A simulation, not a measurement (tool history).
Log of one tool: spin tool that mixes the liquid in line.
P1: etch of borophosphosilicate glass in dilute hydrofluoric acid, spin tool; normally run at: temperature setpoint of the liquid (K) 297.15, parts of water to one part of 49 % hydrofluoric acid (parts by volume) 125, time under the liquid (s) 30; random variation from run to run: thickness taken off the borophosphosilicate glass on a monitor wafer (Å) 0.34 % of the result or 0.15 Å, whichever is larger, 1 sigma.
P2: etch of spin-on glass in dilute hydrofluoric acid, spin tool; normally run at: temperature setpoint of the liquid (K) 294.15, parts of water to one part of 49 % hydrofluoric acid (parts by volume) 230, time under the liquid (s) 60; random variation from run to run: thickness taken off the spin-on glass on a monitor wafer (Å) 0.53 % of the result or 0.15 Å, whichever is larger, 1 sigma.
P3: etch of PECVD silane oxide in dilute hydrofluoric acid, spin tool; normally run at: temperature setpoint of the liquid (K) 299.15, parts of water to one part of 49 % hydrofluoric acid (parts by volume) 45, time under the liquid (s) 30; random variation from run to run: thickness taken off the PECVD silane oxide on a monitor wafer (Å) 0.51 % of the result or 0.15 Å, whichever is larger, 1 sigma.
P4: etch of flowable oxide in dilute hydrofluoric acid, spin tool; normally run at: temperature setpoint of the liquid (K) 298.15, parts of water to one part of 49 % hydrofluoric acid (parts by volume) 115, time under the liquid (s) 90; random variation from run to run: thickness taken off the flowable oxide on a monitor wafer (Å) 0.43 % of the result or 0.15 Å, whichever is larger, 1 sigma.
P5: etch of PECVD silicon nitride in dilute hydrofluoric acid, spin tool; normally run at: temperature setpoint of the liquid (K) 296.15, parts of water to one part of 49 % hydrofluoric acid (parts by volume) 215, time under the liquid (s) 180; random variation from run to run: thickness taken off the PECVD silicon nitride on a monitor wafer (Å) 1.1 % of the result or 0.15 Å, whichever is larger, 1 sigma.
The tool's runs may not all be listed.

run,day,process that ran,temperature setpoint of the liquid (K),parts of water to one part of 49 % hydrofluoric acid (parts by volume),time under the liquid (s),hours since the thermometer was replaced,hours since the hydrofluoric acid flow meter was replaced,thickness taken off the borophosphosilicate glass on a monitor wafer (Å),thickness taken off the PECVD silicon nitride on a monitor wafer (Å),thickness taken off the flowable oxide on a monitor wafer (Å),thickness taken off the PECVD silane oxide on a monitor wafer (Å),thickness taken off the spin-on glass on a monitor wafer (Å)
1,0.329,P1,297.15,125,30,531.4,163.4,86.602,,,,
2,0.750,P5,296.15,325,180,541.5,173.5,,14.1630,,,
3,1.108,P4,298.15,115,90,550.1,182.1,,,326.39,,
4,1.542,P5,296.15,215,180,560.5,192.5,,21.3830,,,
5,1.888,P1,297.15,125,30,568.8,200.8,87.120,,,,
6,2.321,P1,297.15,125,30,579.2,211.2,86.930,,,,
7,2.654,P5,304.15,215,180,587.2,219.2,,33.5330,,,
8,3.062,P3,299.15,75,30,597.0,229.0,,,,168.75,
9,3.338,P1,297.15,125,30,603.6,235.6,86.561,,,,
10,3.733,P1,297.15,125,30,613.1,245.1,87.062,,,,
11,3.988,P4,304.65,115,90,619.2,251.2,,,415.77,,
12,4.288,P1,297.15,210,30,626.4,258.4,47.280,,,,
13,4.675,P1,297.15,165,50,635.7,267.7,105.430,,,,
14,4.908,P3,291.15,45,30,641.3,273.3,,,,208.77,
15,5.138,P1,302.65,125,30,646.8,278.8,106.740,,,,
16,5.333,P1,297.15,75,30,651.5,283.5,154.710,,,,
17,5.571,P2,294.15,230,90,657.2,289.2,,,,,77.648
18,5.950,P3,299.15,45,30,666.3,298.3,,,,289.93,
19,6.375,P2,294.15,230,60,676.5,308.5,,,,,52.006
20,6.754,P4,298.15,180,90,685.6,317.6,,,191.54,,
21,7.054,P4,298.15,115,35,692.8,324.8,,,127.69,,
22,7.325,P2,290.15,230,60,699.3,331.3,,,,,44.462
23,7.742,P1,291.15,125,30,709.3,341.3,68.400,,,,
24,8.117,P3,299.15,45,15,718.3,350.3,,,,144.69,
25,8.521,P4,298.15,115,90,728.0,360.0,,,323.33,,
26,8.762,P5,296.15,215,180,733.8,365.8,,20.8320,,,
27,9.112,P1,297.15,125,30,742.2,374.2,86.700,,,,
28,9.417,P1,297.15,125,55,749.5,381.5,158.840,,,,
# day 9.450: hydrofluoric acid flow meter replaced
29,9.746,P2,294.15,410,60,757.4,7.2,,,,,24.712
30,10.162,P1,297.15,125,15,767.4,17.2,43.230,,,,
31,10.400,P1,297.15,195,15,773.1,22.9,25.567,,,,
32,10.825,P5,296.15,215,50,783.3,33.1,,5.8165,,,
33,11.200,P1,297.15,125,30,792.3,42.1,86.739,,,,
34,11.475,P1,297.15,125,30,798.9,48.7,85.188,,,,
35,11.725,P1,297.15,125,30,804.9,54.7,83.608,,,,
36,12.042,P1,297.15,125,30,812.5,62.3,82.784,,,,
37,12.279,P1,297.15,125,30,818.2,68.0,82.338,,,,
38,12.621,P1,297.15,125,30,826.4,76.2,82.165,,,,
39,12.967,P1,297.15,125,30,834.7,84.5,81.801,,,,
40,13.154,P1,297.15,125,30,839.2,89.0,81.373,,,,
41,13.458,P1,297.15,125,30,846.5,96.3,81.453,,,,
42,13.683,P1,297.15,125,30,851.9,101.7,81.394,,,,
43,13.921,P1,297.15,125,30,857.6,107.4,81.034,,,,

What P1 gives has crept away from where it was. These 2 causes fit the log equally well, each at the size given:
A: liquid colder than its thermometer reads (K) = 1.63
B: hydrofluoric acid flow below the setpoint (%) = 5.38
The creep began at about day 11.200.

4 check runs are offered, each on 5 wafers whose results are averaged, their results left as question marks. Which one tells the causes apart?
check 1,14.158,P3,299.15,70,15,,,,,,?,
check 2,14.158,P4,298.15,115,45,,,,,?,,
check 3,14.158,P5,303.65,215,180,,,,?,,,
check 4,14.158,P2,290.15,230,60,,,,,,,?

What each check would give under each cause:
check,result,if A,if B
check 1,thickness taken off the PECVD silane oxide on a monitor wafer (Å),85.094,85.497
check 2,thickness taken off the flowable oxide on a monitor wafer (Å),152.67,152.74
check 3,thickness taken off the PECVD silicon nitride on a monitor wafer (Å),30.0700,31.3120
check 4,thickness taken off the spin-on glass on a monitor wafer (Å),41.843,41.747
How far apart the two closest causes lie, in the result that separates them most: check 1 0.47 %; check 2 0.05 %; check 3 4.05 %; check 4 0.23 %
Only check 3 tells the causes apart: in the others they would give nearly the same result.

Check 3 was then run and gave: thickness taken off the PECVD silicon nitride on a monitor wafer (Å) 29.9890. Which cause is it?

It is A: liquid colder than its thermometer reads (K).
